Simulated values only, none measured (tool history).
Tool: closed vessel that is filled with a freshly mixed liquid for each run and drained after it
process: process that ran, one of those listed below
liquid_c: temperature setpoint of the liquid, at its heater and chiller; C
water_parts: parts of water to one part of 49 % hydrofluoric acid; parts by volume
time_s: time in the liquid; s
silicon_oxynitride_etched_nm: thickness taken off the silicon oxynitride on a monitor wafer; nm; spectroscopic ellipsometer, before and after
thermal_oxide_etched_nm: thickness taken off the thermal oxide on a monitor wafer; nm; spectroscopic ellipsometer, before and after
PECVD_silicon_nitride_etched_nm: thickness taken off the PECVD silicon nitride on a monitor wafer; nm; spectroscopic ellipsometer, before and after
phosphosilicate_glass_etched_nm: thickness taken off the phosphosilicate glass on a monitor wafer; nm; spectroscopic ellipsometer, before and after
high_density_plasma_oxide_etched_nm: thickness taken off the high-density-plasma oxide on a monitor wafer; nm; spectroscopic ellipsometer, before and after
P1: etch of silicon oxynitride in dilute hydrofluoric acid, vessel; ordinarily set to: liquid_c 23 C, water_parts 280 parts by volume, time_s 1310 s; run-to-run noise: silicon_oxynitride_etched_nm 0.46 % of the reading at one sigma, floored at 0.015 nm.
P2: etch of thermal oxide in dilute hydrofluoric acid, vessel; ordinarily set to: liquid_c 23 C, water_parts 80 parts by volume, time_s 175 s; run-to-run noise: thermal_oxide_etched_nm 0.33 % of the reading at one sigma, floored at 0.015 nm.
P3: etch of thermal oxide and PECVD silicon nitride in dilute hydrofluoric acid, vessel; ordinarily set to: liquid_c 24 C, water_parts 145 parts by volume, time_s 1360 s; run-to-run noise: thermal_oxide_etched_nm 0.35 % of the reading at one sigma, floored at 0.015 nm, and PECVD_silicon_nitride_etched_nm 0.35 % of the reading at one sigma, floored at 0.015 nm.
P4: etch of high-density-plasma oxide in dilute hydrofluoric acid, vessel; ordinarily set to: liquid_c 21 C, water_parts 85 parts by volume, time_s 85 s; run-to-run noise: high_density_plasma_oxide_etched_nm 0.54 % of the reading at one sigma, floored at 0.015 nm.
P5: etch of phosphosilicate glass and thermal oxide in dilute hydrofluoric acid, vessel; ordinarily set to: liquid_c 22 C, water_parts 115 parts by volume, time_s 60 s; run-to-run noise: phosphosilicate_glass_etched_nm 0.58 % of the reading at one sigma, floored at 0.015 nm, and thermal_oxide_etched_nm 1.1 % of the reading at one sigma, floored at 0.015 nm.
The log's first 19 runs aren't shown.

run	day	process	liquid_c	water_parts	time_s	hours since the thermometer was replaced	hours since the hydrofluoric acid flow meter was replaced	silicon_oxynitride_etched_nm	thermal_oxide_etched_nm	PECVD_silicon_nitride_etched_nm	phosphosilicate_glass_etched_nm	high_density_plasma_oxide_etched_nm
20	4.017	P5	17	115	60	15.3	1706.6		1.6896		48.831	
21	4.212	P1	31	280	1310	20	1711.3	13.499				
22	4.454	P4	17	85	85	25.8	1717.1					4.6435
23	4.583	P1	23	280	1310	28.9	1720.2	9.7073				
24	4.708	P2	23	80	175	31.9	1723.2		10.295			
25	4.846	P1	23	280	1310	35.2	1726.5	9.7095				
26	5.058	P1	23	280	1980	40.3	1731.6	14.574				
27	5.317	P1	23	280	1310	46.5	1737.8	9.761				
28	5.562	P4	21	55	85	52.4	1743.7					8.8285
29	5.808	P2	27.5	80	175	58.3	1749.6		12.212			
30	5.933	P4	21	85	145	61.3	1752.6					9.4357
31	6.167	P1	23	280	1310	66.9	1758.2	9.7518				
32	6.296	P1	23	280	1310	70	1761.3	9.4254				
33	6.438	P1	23	280	1310	73.4	1764.7	9.2951				
34	6.65	P1	23	280	1310	78.5	1769.8	9.1356				

What will run 35 give?
35	6.9	P1	23	280	1310	84.5	1775.8	?				

silicon_oxynitride_etched_nm: 9.0526 nm
